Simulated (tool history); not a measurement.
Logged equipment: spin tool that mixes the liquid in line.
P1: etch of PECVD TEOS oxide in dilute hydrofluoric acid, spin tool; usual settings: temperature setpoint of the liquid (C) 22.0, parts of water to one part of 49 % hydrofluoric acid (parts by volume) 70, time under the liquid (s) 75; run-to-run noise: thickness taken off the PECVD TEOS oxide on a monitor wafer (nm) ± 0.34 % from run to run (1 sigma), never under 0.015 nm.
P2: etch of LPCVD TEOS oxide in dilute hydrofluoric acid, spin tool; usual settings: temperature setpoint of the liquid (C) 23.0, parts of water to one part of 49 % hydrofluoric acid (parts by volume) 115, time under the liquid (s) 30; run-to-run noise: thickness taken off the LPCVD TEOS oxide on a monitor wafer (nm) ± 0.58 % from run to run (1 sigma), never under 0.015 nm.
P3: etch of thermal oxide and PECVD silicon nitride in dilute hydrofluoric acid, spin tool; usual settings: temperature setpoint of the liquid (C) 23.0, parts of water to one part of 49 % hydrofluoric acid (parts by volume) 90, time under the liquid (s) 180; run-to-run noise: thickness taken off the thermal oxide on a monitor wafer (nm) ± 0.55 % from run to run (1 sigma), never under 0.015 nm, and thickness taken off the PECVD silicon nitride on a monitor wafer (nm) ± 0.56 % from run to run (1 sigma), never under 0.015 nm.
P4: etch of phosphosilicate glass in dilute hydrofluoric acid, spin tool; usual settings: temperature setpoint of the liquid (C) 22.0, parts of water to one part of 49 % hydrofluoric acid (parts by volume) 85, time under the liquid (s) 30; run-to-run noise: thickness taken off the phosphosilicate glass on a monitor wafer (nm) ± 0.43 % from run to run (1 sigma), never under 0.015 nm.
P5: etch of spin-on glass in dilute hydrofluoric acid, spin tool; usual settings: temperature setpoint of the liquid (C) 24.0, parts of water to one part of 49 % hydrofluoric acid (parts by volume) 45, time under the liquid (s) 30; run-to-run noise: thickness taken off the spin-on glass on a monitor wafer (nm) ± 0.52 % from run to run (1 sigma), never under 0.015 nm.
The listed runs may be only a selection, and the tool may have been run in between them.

run,hour,process that ran,temperature setpoint of the liquid (C),parts of water to one part of 49 % hydrofluoric acid (parts by volume),time under the liquid (s),thickness taken off the PECVD TEOS oxide on a monitor wafer (nm),thickness taken off the phosphosilicate glass on a monitor wafer (nm),thickness taken off the LPCVD TEOS oxide on a monitor wafer (nm),thickness taken off the spin-on glass on a monitor wafer (nm),thickness taken off the thermal oxide on a monitor wafer (nm),thickness taken off the PECVD silicon nitride on a monitor wafer (nm)
1,14.4,P1,22.0,70,75,13.3350,,,,,
2,30.3,P1,22.0,25,75,39.4710,,,,,
3,41.3,P4,28.5,85,30,,64.245,,,,
4,56.3,P1,22.0,70,75,13.3110,,,,,
# hour 71.5: hydrofluoric acid flow meter replaced
5,72.1,P2,23.0,210,30,,,3.1894,,,
6,80.0,P1,26.5,70,75,15.9800,,,,,
7,92.9,P1,22.0,105,75,8.5610,,,,,
8,100.3,P5,24.0,45,30,,,,27.462,,
9,116.0,P5,29.0,45,30,,,,33.416,,
10,130.5,P2,23.0,115,50,,,10.8460,,,
11,137.7,P3,23.0,135,180,,,,,5.9144,2.7526
12,153.9,P1,18.5,70,75,11.5670,,,,,
13,163.9,P4,22.0,145,30,,27.086,,,,
14,176.4,P2,23.0,115,30,,,6.5652,,,
15,189.0,P4,22.0,85,30,,49.462,,,,
16,200.0,P1,22.0,70,25,4.4842,,,,,
17,213.4,P5,24.0,20,30,,,,64.638,,
18,224.2,P3,23.0,90,180,,,,,9.3089,4.1464
19,234.9,P1,22.0,70,75,13.2970,,,,,
20,248.7,P1,22.0,70,110,19.6860,,,,,
21,261.5,P2,23.0,115,30,,,6.4574,,,
22,277.4,P3,23.0,90,90,,,,,4.6754,2.0828
23,291.1,P1,22.0,70,75,13.3800,,,,,
24,299.6,P2,17.0,115,30,,,5.1262,,,
25,310.5,P1,22.0,70,75,13.3970,,,,,
26,317.8,P4,22.0,85,60,,99.056,,,,
27,330.7,P3,28.0,90,180,,,,,11.3900,5.6677
28,346.8,P1,29.0,45,75,28.4630,,,,,
29,358.1,P5,24.0,45,65,,,,59.984,,
30,372.2,P1,22.0,70,75,13.3440,,,,,
31,383.8,P1,22.0,70,75,13.1200,,,,,
32,399.5,P1,22.0,70,75,12.8020,,,,,
33,415.6,P1,22.0,70,75,12.7170,,,,,
34,431.5,P1,22.0,70,75,12.5550,,,,,
35,447.2,P1,22.0,70,75,12.6730,,,,,
36,458.8,P1,22.0,70,75,12.5980,,,,,

The output of P1 has drifted from where it used to be. Each of the 2 causes below, taken at the size shown beside it, accounts for the log equally well:
A: hydrofluoric acid flow below the setpoint (%) = 5.3
B: liquid colder than its thermometer reads (K) = 1.43
Onset of the creep was near hour 372.2.

The list below offers 4 check runs, each averaging the results of 2 wafers, and shows each result as a question mark. For which of them would the listed causes give clearly different results?
check 1,470.4,P2,23.0,115,30,,,?,,,
check 2,470.4,P3,23.0,90,180,,,,,?,?
check 3,470.4,P5,24.0,45,30,,,,?,,
check 4,470.4,P4,22.0,85,30,,?,,,,

What each check would give under each cause:
check,result,if A,if B
check 1,thickness taken off the LPCVD TEOS oxide on a monitor wafer (nm),6.1295,6.1606
check 2,thickness taken off the thermal oxide on a monitor wafer (nm),8.7972,8.8207
check 2,thickness taken off the PECVD silicon nitride on a monitor wafer (nm),3.9033,3.7414
check 3,thickness taken off the spin-on glass on a monitor wafer (nm),26.115,26.074
check 4,thickness taken off the phosphosilicate glass on a monitor wafer (nm),46.516,46.587
Minimum pairwise separation of causes per check, each pair taken at its best-separating result: check 1 0.51 %; check 2 4.24 %; check 3 0.16 %; check 4 0.15 %
Only in check 2 would the causes give clearly different results; in the remaining checks their results would be nearly the same.

Here is what check 2 returned: thickness taken off the thermal oxide on a monitor wafer (nm) 8.7575; thickness taken off the PECVD silicon nitride on a monitor wafer (nm) 3.9084. Which cause is it?

It was cause A: hydrofluoric acid flow below the setpoint (%).

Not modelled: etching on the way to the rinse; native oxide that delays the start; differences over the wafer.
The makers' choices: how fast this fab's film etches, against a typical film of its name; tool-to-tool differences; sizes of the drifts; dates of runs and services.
